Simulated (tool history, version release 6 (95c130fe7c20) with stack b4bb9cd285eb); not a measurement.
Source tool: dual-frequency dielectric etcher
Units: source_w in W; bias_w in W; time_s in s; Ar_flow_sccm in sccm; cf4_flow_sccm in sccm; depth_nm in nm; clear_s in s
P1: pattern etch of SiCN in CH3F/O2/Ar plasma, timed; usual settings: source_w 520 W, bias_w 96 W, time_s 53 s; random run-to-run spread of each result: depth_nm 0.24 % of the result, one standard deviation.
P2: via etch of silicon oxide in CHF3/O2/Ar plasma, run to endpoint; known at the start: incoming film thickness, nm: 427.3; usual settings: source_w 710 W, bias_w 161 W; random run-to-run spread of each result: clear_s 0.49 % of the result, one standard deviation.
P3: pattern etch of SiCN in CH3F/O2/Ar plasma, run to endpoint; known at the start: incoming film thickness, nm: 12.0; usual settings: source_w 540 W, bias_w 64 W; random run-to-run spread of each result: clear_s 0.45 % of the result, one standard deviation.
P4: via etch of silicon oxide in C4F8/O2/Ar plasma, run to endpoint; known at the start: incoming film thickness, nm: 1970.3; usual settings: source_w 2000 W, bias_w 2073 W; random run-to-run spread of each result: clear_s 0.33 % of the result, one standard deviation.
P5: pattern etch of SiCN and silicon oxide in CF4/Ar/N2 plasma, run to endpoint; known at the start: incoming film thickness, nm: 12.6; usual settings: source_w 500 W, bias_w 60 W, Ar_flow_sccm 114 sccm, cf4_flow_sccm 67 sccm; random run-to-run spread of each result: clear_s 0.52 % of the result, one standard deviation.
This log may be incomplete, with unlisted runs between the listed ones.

Run 1, hour 5.6: process P1, source_w 520 W, bias_w 96 W, time_s 53 s. Result: depth_nm 24.568 nm.
Run 2, hour 10.8: process P1, source_w 520 W, bias_w 96 W, time_s 53 s. Result: depth_nm 24.632 nm.
Run 3, hour 17: process P1, source_w 520 W, bias_w 96 W, time_s 69.5 s. Result: depth_nm 32.157 nm.
Run 4, hour 21.1: process P4, source_w 2000 W, bias_w 1208 W. Result: clear_s 441.38 s.
Run 5, hour 24.4: process P1, source_w 520 W, bias_w 96 W, time_s 53 s. Result: depth_nm 24.53 nm.
Run 6, hour 30.3: process P2, source_w 710 W, bias_w 161 W. Result: clear_s 211.15 s.
Run 7, hour 34.9: process P5, source_w 500 W, bias_w 60 W, Ar_flow_sccm 67 sccm, cf4_flow_sccm 67 sccm. Result: clear_s 13.414 s.
At hour 38.4: bias power generator calibrated.
Run 8, hour 40.8: process P3, source_w 540 W, bias_w 40 W. Result: clear_s 34.364 s.
Run 9, hour 46.9: process P3, source_w 540 W, bias_w 64 W. Result: clear_s 29.56 s.
Run 10, hour 53: process P1, source_w 520 W, bias_w 120 W, time_s 53 s. Result: depth_nm 26.759 nm.
Run 11, hour 57.5: process P3, source_w 330 W, bias_w 64 W. Result: clear_s 35.362 s.
Run 12, hour 62.3: process P2, source_w 710 W, bias_w 113 W. Result: clear_s 235.18 s.
Run 13, hour 68.5: process P1, source_w 620 W, bias_w 96 W, time_s 53 s. Result: depth_nm 26.303 nm.
Run 14, hour 72.3: process P5, source_w 500 W, bias_w 60 W, Ar_flow_sccm 114 sccm, cf4_flow_sccm 48 sccm. Result: clear_s 15.39 s.
Run 15, hour 77: process P1, source_w 420 W, bias_w 96 W, time_s 53 s. Result: depth_nm 22.724 nm.
Run 16, hour 81.9: process P1, source_w 520 W, bias_w 96 W, time_s 29 s. Result: depth_nm 13.432 nm.
Run 17, hour 86: process P3, source_w 540 W, bias_w 64 W. Result: clear_s 29.462 s.
Run 18, hour 90.3: process P5, source_w 310 W, bias_w 60 W, Ar_flow_sccm 114 sccm, cf4_flow_sccm 67 sccm. Result: clear_s 22.204 s.
Run 19, hour 95.2: process P4, source_w 1250 W, bias_w 2073 W. Result: clear_s 458.84 s.
Run 20, hour 98.4: process P1, source_w 520 W, bias_w 96 W, time_s 53 s. Result: depth_nm 24.621 nm.
Run 21, hour 101.7: process P1, source_w 520 W, bias_w 96 W, time_s 53 s. Result: depth_nm 24.614 nm.
Run 22, hour 104.6: process P2, source_w 420 W, bias_w 161 W. Result: clear_s 256.58 s.
Run 23, hour 108: process P1, source_w 520 W, bias_w 61 W, time_s 53 s. Result: depth_nm 21.005 nm.
Run 24, hour 114.1: process P5, source_w 500 W, bias_w 60 W, Ar_flow_sccm 114 sccm, cf4_flow_sccm 67 sccm. Result: clear_s 14.574 s.
Run 25, hour 118: process P5, source_w 500 W, bias_w 60 W, Ar_flow_sccm 114 sccm, cf4_flow_sccm 67 sccm. Result: clear_s 14.438 s.
Run 26, hour 123.3: process P1, source_w 620 W, bias_w 126 W, time_s 53 s. Result: depth_nm 28.935 nm.
Run 27, hour 128: process P5, source_w 500 W, bias_w 73 W, Ar_flow_sccm 114 sccm, cf4_flow_sccm 67 sccm. Result: clear_s 13.615 s.
Run 28, hour 131.6: process P4, source_w 2000 W, bias_w 2073 W. Result: clear_s 381.67 s.
Run 29, hour 136.2: process P1, source_w 520 W, bias_w 121 W, time_s 65 s. Result: depth_nm 32.89 nm.
Run 30, hour 140.8: process P1, source_w 390 W, bias_w 74 W, time_s 53 s. Result: depth_nm 20.025 nm.
Run 31, hour 144.9: process P1, source_w 520 W, bias_w 96 W, time_s 53 s. Result: depth_nm 24.576 nm.
Run 32, hour 150.3: process P1, source_w 520 W, bias_w 96 W, time_s 53 s. Result: depth_nm 24.783 nm.
Run 33, hour 157: process P1, source_w 520 W, bias_w 96 W, time_s 53 s. Result: depth_nm 24.801 nm.
Run 34, hour 160: process P1, source_w 520 W, bias_w 96 W, time_s 53 s. Result: depth_nm 24.889 nm.
Run 35, hour 163.1: process P1, source_w 520 W, bias_w 96 W, time_s 53 s. Result: depth_nm 24.909 nm.
At hour 164.2: wet clean of the chamber.
Run 36, hour 166.8: process P1, source_w 520 W, bias_w 96 W, time_s 53 s. Result: depth_nm 25.008 nm.
Run 37, hour 172.8: process P1, source_w 520 W, bias_w 96 W, time_s 53 s. Result: depth_nm 24.959 nm.
Run 38, hour 177.4: process P1, source_w 520 W, bias_w 96 W, time_s 53 s. Result: depth_nm 24.83 nm.
Run 39, hour 180.4: process P1, source_w 520 W, bias_w 96 W, time_s 53 s. Result: depth_nm 25.03 nm.

The output of P1 has drifted from where it used to be. Each of the 2 causes below, taken at the size shown beside it, accounts for the log equally well:
A: bias power that arrives over what is set, % = 4.87
B: source power that arrives over what is set, % = 4.84
The onset of the drift is placed at about hour 144.9.
Ruled out, with reasons:
chamber walls in a state that raises the etch rate, %: maintenance at hour 164.2, after the shift began, did not return the process to its former output

Of the 4 check runs below, each run on 2 wafers with the results averaged and each result still a question mark, which one would tell the listed causes apart?
Run check 1, hour 183.4: process P3, source_w 340 W, bias_w 46 W. Result: clear_s ?.
Run check 2, hour 183.4: process P4, source_w 1250 W, bias_w 1489 W. Result: clear_s ?.
Run check 3, hour 183.4: process P5, source_w 390 W, bias_w 60 W, Ar_flow_sccm 94 sccm, cf4_flow_sccm 67 sccm. Result: clear_s ?.
Run check 4, hour 183.4: process P2, source_w 430 W, bias_w 119 W. Result: clear_s ?.

What every check run would give for each of its results, assuming each possible cause in turn:
  check   result    if A    if B
check 1  clear_s  38.519  38.407
check 2  clear_s  499.86  496.99
check 3  clear_s  17.276  16.828
check 4  clear_s  277.56  276.64
Minimum pairwise separation of causes per check, each pair taken at its best-separating result: check 1 0.29 %; check 2 0.58 %; check 3 2.63 %; check 4 0.33 %
Only check 3 tells the causes apart: in the others they would give nearly the same result.

Check 3 was carried out, with these results: clear_s 16.856 s. Which of the listed causes is responsible?

B is the cause: source power that arrives over what is set, %.
